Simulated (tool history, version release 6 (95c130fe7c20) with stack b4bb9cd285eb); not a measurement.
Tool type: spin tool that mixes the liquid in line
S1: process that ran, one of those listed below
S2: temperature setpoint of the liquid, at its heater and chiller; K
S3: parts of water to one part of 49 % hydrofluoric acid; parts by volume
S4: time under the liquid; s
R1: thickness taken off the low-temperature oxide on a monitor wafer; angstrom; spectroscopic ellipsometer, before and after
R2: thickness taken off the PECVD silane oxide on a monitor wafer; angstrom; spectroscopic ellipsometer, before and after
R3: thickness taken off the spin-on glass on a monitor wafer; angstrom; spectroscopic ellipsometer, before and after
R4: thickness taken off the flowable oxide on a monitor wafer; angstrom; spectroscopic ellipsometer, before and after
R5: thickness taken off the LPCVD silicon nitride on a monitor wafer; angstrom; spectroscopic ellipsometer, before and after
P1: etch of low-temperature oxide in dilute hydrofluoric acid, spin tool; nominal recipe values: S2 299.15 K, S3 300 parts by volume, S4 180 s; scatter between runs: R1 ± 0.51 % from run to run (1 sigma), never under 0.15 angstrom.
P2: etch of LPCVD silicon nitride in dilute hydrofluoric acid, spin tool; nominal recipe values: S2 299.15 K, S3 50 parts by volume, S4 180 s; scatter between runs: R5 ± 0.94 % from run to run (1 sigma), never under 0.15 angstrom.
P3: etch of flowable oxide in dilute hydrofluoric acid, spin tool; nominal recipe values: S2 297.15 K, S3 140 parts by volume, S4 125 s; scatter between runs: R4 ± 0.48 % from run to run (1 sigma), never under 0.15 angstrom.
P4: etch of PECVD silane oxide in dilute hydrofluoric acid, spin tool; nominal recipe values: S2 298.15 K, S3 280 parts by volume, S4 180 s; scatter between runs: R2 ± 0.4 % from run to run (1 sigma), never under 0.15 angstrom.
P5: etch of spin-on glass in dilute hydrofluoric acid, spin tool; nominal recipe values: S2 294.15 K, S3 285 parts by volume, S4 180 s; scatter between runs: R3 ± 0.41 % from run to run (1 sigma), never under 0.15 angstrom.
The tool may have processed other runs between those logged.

run,hour,S1,S2,S3,S4,R1,R2,R3,R4,R5
1,6.9,P1,299.15,300,180,114.94,,,,
2,11.6,P4,298.15,280,180,,83.209,,,
3,18.1,P4,298.15,280,40,,18.465,,,
4,22.6,P1,299.15,300,180,114.74,,,,
5,26.8,P1,299.15,300,45,28.532,,,,
6,30.5,P1,299.15,300,180,114.92,,,,
7,33.7,P1,294.15,300,180,95.993,,,,
8,40.5,P5,294.15,285,180,,,109.11,,
9,46.7,P4,298.15,485,180,,40.073,,,
10,51.4,P4,301.65,280,180,,93.527,,,
11,57.3,P3,297.15,250,125,,,,188.35,
12,63.1,P1,305.65,500,180,69.243,,,,
13,66.4,P1,299.15,300,310,195.38,,,,
14,71.9,P2,307.15,50,180,,,,,37.518
15,75.9,P2,299.15,50,180,,,,,22.542
16,81.9,P1,299.15,300,180,113.86,,,,
17,86.6,P1,299.15,300,180,113.28,,,,
18,92,P2,299.15,50,180,,,,,21.712
19,97.9,P1,299.15,75,340,1115.1,,,,
20,101.7,P1,299.15,300,180,114.71,,,,
21,107.2,P5,294.15,285,290,,,174.8,,
22,111.9,P5,301.15,285,180,,,138.15,,
23,118.6,P1,303.65,300,180,132.83,,,,
24,124.2,P3,305.65,140,125,,,,514.93,
25,127.3,P3,297.15,140,15,,,,45.906,
26,133.1,P1,299.15,520,180,54.195,,,,
27,137,P1,299.15,300,180,114.8,,,,
28,140.4,P1,292.65,465,180,51.069,,,,
29,144.7,P2,299.15,25,180,,,,,43.459
30,149.9,P3,297.15,140,125,,,,379.02,
31,153.6,P5,294.15,465,180,,,56.715,,
32,157.3,P3,297.15,140,125,,,,377.67,
33,162.7,P4,298.15,280,180,,83.365,,,
34,167.8,P2,299.15,50,350,,,,,42.145
35,170.9,P1,299.15,110,180,386.82,,,,
36,177.3,P1,299.15,300,180,114.74,,,,
37,183.7,P1,299.15,300,180,111.61,,,,
38,188.6,P1,299.15,300,180,109.95,,,,
39,194.3,P1,299.15,300,180,109.99,,,,
40,198.5,P1,299.15,300,180,108.54,,,,
41,201.8,P1,299.15,300,180,109.66,,,,
42,207.5,P1,299.15,300,180,107.88,,,,
43,213.1,P1,299.15,300,180,109.62,,,,
44,216.9,P1,299.15,300,180,108.82,,,,
45,220.1,P1,299.15,300,180,108.34,,,,

What P1 gives has crept off from where it sat before. The 2 causes that follow fit the log equally well, each at the size noted:
A: hydrofluoric acid flow below the setpoint (%) = 3.85
B: liquid colder than its thermometer reads (K) = 1.51
The onset of the drift is placed at about hour 177.3.

Of the 4 check runs below, each run on 2 wafers with the results averaged and each result still a question mark, which one would tell the listed causes apart?
check 1,223.3,P3,303.15,140,80,,,,?,
check 2,223.3,P5,294.15,375,275,,,?,,
check 3,223.3,P4,298.15,470,110,,?,,,
check 4,223.3,P2,306.65,50,350,,,,,?

If the cause were each of the candidates in turn, the checks would give the following:
check,result,if A,if B
check 1,R4,288.56,286.14
check 2,R3,110.24,110.16
check 3,R2,24.1,24.287
check 4,R5,66.905,63.241
Minimum pairwise separation of causes per check, each pair taken at its best-separating result: check 1 0.84 %; check 2 0.08 %; check 3 0.77 %; check 4 5.63 %
Only in check 4 would the causes give clearly different results; in the remaining checks their results would be nearly the same.

The results of check 4 are: R5 66.883 angstrom. Based on these, which of the listed causes is it?

A is the cause: hydrofluoric acid flow below the setpoint (%).

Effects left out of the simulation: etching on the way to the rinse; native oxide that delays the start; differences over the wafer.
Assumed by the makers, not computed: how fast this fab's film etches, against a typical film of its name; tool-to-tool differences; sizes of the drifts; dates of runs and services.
